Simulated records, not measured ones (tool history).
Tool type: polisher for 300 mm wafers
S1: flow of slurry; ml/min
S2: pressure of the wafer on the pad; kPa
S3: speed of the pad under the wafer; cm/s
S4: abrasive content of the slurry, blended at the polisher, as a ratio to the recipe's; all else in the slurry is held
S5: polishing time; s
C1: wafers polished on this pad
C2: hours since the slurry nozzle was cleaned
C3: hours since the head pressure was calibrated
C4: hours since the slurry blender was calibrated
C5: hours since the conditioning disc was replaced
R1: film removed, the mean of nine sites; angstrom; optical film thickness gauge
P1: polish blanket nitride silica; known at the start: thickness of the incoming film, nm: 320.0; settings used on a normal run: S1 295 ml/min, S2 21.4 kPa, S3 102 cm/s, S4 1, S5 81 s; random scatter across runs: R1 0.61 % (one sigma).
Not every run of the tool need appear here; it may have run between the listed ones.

run	hour	S1	S2	S3	S4	S5	C1	C2	C3	C4	C5	R1
1	6.2	295	21.4	102	1	81	647	338.6	323.2	132.7	148	556.41
2	14.1	295	33.1	102	1	114	716	346.5	331.1	140.6	155.9	1217.3
3	22	295	31	102	1	81	786	354.4	339	148.5	163.8	803.1
4	27.2	295	21.4	102	1	119	831	359.6	344.2	153.7	169	820.57
5	32.1	295	21.4	102	0.65	81	874	364.5	349.1	158.6	173.9	444.5
# hour 36.3: slurry blender recalibrated
6	37.3	175	21.4	102	1	81	920	369.7	354.3	1.1	179.1	519.53
7	48.3	295	21.4	102	1	81	1017	380.7	365.3	12.1	190.1	557.25
8	55.9	295	21.4	66	1	81	1083	388.3	372.9	19.7	197.7	392.58
9	61.7	450	21.4	102	1	81	1134	394.1	378.7	25.5	203.5	570
10	72.5	295	11	102	1	81	1229	404.9	389.5	36.3	214.3	286.03
11	78.7	295	21.4	102	1	81	1284	411.1	395.7	42.5	220.5	554.62
# hour 88: slurry nozzle cleaned
12	89.1	295	21.4	102	1	81	1375	1.2	406.1	52.9	230.9	555.98
13	98.3	295	21.4	160	1	81	1456	10.4	415.3	62.1	240.1	802.11
14	106.9	295	21.4	102	1.45	81	1531	19	423.9	70.7	248.7	639.17
15	111.9	295	21.4	102	1	44	1575	24	428.9	75.7	253.7	303.56
16	119	295	21.4	102	1	81	1637	31.1	436	82.8	260.8	555.75
17	127.5	295	21.4	144	1	108	1712	39.6	444.5	91.3	269.3	972.69
18	137.1	295	21.4	102	1	81	1796	49.2	454.1	100.9	278.9	552.52
19	147.5	295	21.4	102	1	81	1888	59.6	464.5	111.3	289.3	550
20	154.7	295	21.4	102	1	81	1951	66.8	471.7	118.5	296.5	553.79
21	162.2	295	21.4	102	1	81	2017	74.3	479.2	126	304	535.05
22	172.2	295	21.4	102	1	81	2104	84.3	489.2	136	314	511.58
23	180.6	295	21.4	102	1	81	2178	92.7	497.6	144.4	322.4	504.58
24	186.6	295	21.4	102	1	81	2231	98.7	503.6	150.4	328.4	501.05
# hour 187.4: conditioning disc replaced and pad reconditioned
25	196.8	295	21.4	102	1	81	2320	108.9	513.8	160.6	9.4	492.48
# hour 199.7: head pressure recalibrated
26	204.1	295	21.4	102	1	81	2384	116.2	4.5	167.9	16.7	492.86
27	209.8	295	21.4	102	1	81	2434	121.9	10.2	173.6	22.4	488.93
28	220.8	295	21.4	102	1	81	2531	132.9	21.2	184.6	33.4	484.18
29	228.3	295	21.4	102	1	81	2597	140.4	28.7	192.1	40.9	484.36
30	236.6	295	21.4	102	1	81	2670	148.7	37	200.4	49.2	485.54

Compared with where it was, what P1 gives has crept away. Each cause listed below fits the log as well as the rest, at the size given for it:
A: removal rate lost through wear of the pad, % = 12.7
B: abrasive missing from the slurry, % = 24.2
The onset of the drift is placed at about hour 154.7.
All other causes, with the reason each is excluded:
slurry flow missing at the pad, %: at its largest 40, which would move R1 by -5.8 %, too little to match the creep or of the wrong sign
head's pressure below its setpoint, %: serviced after onset, at hour 199.7, with no recovery of the prior output
time polished since the conditioner stopped cutting, s: serviced after onset, at hour 187.4, with no recovery of the prior output

The 4 check runs listed below each average the results of 5 wafers, and their outcomes are marked with question marks. Under which run would the listed causes produce clearly different results?
check 1	244.9	440	21.4	102	1	81						?
check 2	244.9	295	27.6	102	1.4	81						?
check 3	244.9	295	21.4	154	1	46						?
check 4	244.9	295	21.4	156	1	81						?

Outcome of each check run for each possible cause:
check	result	if A	if B
check 1	R1	499.05	499.21
check 2	R1	717.94	734.84
check 3	R1	382.28	382.4
check 4	R1	680.13	680.34
Per check, the gap between the least separated pair of causes, taken in the result that splits them most: check 1 0.03 %; check 2 2.33 %; check 3 0.03 %; check 4 0.03 %
Check 2 tells the causes apart: in the others they would give nearly the same result.

Then check 2 was run and gave: R1 716.08 angstrom. Which cause is it?

A is the cause: removal rate lost through wear of the pad, %.
